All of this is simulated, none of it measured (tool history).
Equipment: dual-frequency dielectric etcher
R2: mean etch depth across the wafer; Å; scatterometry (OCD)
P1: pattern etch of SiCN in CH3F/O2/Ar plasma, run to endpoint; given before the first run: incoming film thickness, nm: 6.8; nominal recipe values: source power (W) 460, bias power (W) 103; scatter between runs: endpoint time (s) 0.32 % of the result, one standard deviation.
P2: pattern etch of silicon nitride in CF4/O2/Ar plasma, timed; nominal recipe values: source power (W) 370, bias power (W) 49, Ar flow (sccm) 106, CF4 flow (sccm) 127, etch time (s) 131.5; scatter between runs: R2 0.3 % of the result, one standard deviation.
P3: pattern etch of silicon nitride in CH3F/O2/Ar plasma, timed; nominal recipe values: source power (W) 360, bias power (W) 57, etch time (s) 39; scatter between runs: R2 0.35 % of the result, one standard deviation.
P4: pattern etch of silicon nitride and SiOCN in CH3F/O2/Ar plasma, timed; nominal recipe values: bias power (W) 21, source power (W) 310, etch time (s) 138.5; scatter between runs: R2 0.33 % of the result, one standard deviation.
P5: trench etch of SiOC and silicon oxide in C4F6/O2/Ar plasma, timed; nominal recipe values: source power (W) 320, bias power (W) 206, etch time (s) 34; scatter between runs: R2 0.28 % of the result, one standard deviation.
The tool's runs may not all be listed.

run 1 hour=16.5 | process_that_ran=P1 source_power_(W)=460 bias_power_(W)=103 | endpoint_time_(s)=15.056
run 2 hour=30 | process_that_ran=P1 source_power_(W)=460 bias_power_(W)=103 | endpoint_time_(s)=15.164
run 3 hour=46.4 | process_that_ran=P1 source_power_(W)=270 bias_power_(W)=103 | endpoint_time_(s)=18.471
run 4 hour=65.6 | process_that_ran=P4 source_power_(W)=310 bias_power_(W)=21 etch_time_(s)=138.5 | R2=163.65
run 5 hour=76.7 | process_that_ran=P2 source_power_(W)=370 bias_power_(W)=49 etch_time_(s)=180.5 Ar_flow_(sccm)=106 CF4_flow_(sccm)=127 | R2=2802
run 6 hour=88.9 | process_that_ran=P1 source_power_(W)=460 bias_power_(W)=103 | endpoint_time_(s)=15.095
run 7 hour=107.3 | process_that_ran=P1 source_power_(W)=460 bias_power_(W)=103 | endpoint_time_(s)=15.165
run 8 hour=121 | process_that_ran=P1 source_power_(W)=640 bias_power_(W)=103 | endpoint_time_(s)=13.252
run 9 hour=130 | process_that_ran=P4 source_power_(W)=310 bias_power_(W)=17 etch_time_(s)=138.5 | R2=149.99
-- hour=137.3 bias power generator calibrated
run 10 hour=143.9 | process_that_ran=P5 source_power_(W)=190 bias_power_(W)=206 etch_time_(s)=34 | R2=519.1
run 11 hour=153.9 | process_that_ran=P1 source_power_(W)=460 bias_power_(W)=77 | endpoint_time_(s)=16.847
run 12 hour=172.6 | process_that_ran=P1 source_power_(W)=460 bias_power_(W)=134 | endpoint_time_(s)=13.69
run 13 hour=188.2 | process_that_ran=P3 source_power_(W)=510 bias_power_(W)=57 etch_time_(s)=39 | R2=284.65
run 14 hour=201.2 | process_that_ran=P2 source_power_(W)=370 bias_power_(W)=49 etch_time_(s)=131.5 Ar_flow_(sccm)=106 CF4_flow_(sccm)=179 | R2=2116.8
run 15 hour=212.8 | process_that_ran=P2 source_power_(W)=250 bias_power_(W)=49 etch_time_(s)=131.5 Ar_flow_(sccm)=106 CF4_flow_(sccm)=127 | R2=1454
run 16 hour=222.6 | process_that_ran=P2 source_power_(W)=370 bias_power_(W)=49 etch_time_(s)=131.5 Ar_flow_(sccm)=106 CF4_flow_(sccm)=127 | R2=2047.3
run 17 hour=241.2 | process_that_ran=P5 source_power_(W)=320 bias_power_(W)=206 etch_time_(s)=25 | R2=465.52
run 18 hour=259.5 | process_that_ran=P3 source_power_(W)=360 bias_power_(W)=57 etch_time_(s)=39 | R2=249.73
run 19 hour=270.4 | process_that_ran=P1 source_power_(W)=460 bias_power_(W)=103 | endpoint_time_(s)=15.023
run 20 hour=283.4 | process_that_ran=P3 source_power_(W)=360 bias_power_(W)=72 etch_time_(s)=39 | R2=270.49
run 21 hour=299.4 | process_that_ran=P1 source_power_(W)=460 bias_power_(W)=103 | endpoint_time_(s)=15.044
run 22 hour=308.1 | process_that_ran=P3 source_power_(W)=360 bias_power_(W)=57 etch_time_(s)=52 | R2=332.41
run 23 hour=325 | process_that_ran=P2 source_power_(W)=370 bias_power_(W)=60 etch_time_(s)=131.5 Ar_flow_(sccm)=106 CF4_flow_(sccm)=127 | R2=2205.4
run 24 hour=334.6 | process_that_ran=P1 source_power_(W)=580 bias_power_(W)=139 | endpoint_time_(s)=12.339
run 25 hour=352.7 | process_that_ran=P5 source_power_(W)=320 bias_power_(W)=164 etch_time_(s)=34 | R2=589.2
run 26 hour=366.2 | process_that_ran=P4 source_power_(W)=190 bias_power_(W)=21 etch_time_(s)=138.5 | R2=138.31
run 27 hour=378.5 | process_that_ran=P5 source_power_(W)=320 bias_power_(W)=206 etch_time_(s)=34 | R2=630.55
run 28 hour=391 | process_that_ran=P4 source_power_(W)=310 bias_power_(W)=21 etch_time_(s)=101 | R2=120.51
run 29 hour=399.4 | process_that_ran=P2 source_power_(W)=370 bias_power_(W)=49 etch_time_(s)=131.5 Ar_flow_(sccm)=140 CF4_flow_(sccm)=127 | R2=1977
run 30 hour=407.9 | process_that_ran=P4 source_power_(W)=310 bias_power_(W)=21 etch_time_(s)=138.5 | R2=163.65
run 31 hour=419 | process_that_ran=P1 source_power_(W)=460 bias_power_(W)=103 | endpoint_time_(s)=15.064
run 32 hour=430.2 | process_that_ran=P1 source_power_(W)=460 bias_power_(W)=103 | endpoint_time_(s)=15.178
run 33 hour=438.8 | process_that_ran=P1 source_power_(W)=460 bias_power_(W)=103 | endpoint_time_(s)=15.297
run 34 hour=448.4 | process_that_ran=P1 source_power_(W)=460 bias_power_(W)=103 | endpoint_time_(s)=15.286
run 35 hour=467 | process_that_ran=P1 source_power_(W)=460 bias_power_(W)=103 | endpoint_time_(s)=15.387
-- hour=471.1 wet clean of the chamber
run 36 hour=484.6 | process_that_ran=P1 source_power_(W)=460 bias_power_(W)=103 | endpoint_time_(s)=15.377
run 37 hour=499.7 | process_that_ran=P1 source_power_(W)=460 bias_power_(W)=103 | endpoint_time_(s)=15.287
run 38 hour=514.8 | process_that_ran=P1 source_power_(W)=460 bias_power_(W)=103 | endpoint_time_(s)=15.335
run 39 hour=528.7 | process_that_ran=P1 source_power_(W)=460 bias_power_(W)=103 | endpoint_time_(s)=15.329
run 40 hour=542.8 | process_that_ran=P1 source_power_(W)=460 bias_power_(W)=103 | endpoint_time_(s)=15.373

Something has made what P1 gives creep away from where it was; the 2 causes below, each at its own stated size, fit the log equally well:
A: source power that arrives under what is set, % = 4.24
B: bias power that arrives under what is set, % = 4.18
The drift started at roughly hour 419.
All other causes, with the reason each is excluded:
chamber walls in a state that lowers the etch rate, %: maintenance at hour 471.1, after the shift began, did not return the process to its former output

Each of the 4 check runs below uses one wafer; its results are left as question marks. Which run tells the causes apart?
run check 1 hour=556.9 | process_that_ran=P2 source_power_(W)=370 bias_power_(W)=57 etch_time_(s)=131.5 Ar_flow_(sccm)=106 CF4_flow_(sccm)=127 | R2=?
run check 2 hour=556.9 | process_that_ran=P5 source_power_(W)=200 bias_power_(W)=206 etch_time_(s)=34 | R2=?
run check 3 hour=556.9 | process_that_ran=P4 source_power_(W)=210 bias_power_(W)=21 etch_time_(s)=138.5 | R2=?
run check 4 hour=556.9 | process_that_ran=P3 source_power_(W)=460 bias_power_(W)=69 etch_time_(s)=39 | R2=?

How each check would come out, cause by cause:
check=check_1 result=R2 if_A=2086.4 if_B=2131.3
check=check_2 result=R2 if_A=519.57 if_B=520.6
check=check_3 result=R2 if_A=141.47 if_B=140.79
check=check_4 result=R2 if_A=287.39 if_B=288.05
Gap, in per cent, between the two causes that each check separates least, read from the result that separates them most: check 1 2.13 %; check 2 0.2 %; check 3 0.48 %; check 4 0.23 %
Check 1 tells the causes apart: in the others they would give nearly the same result.

After running check 1, the following was obtained: R2 2125.8 Å. Which cause does this point to?

Of the candidate causes, it is B: bias power that arrives under what is set, %.
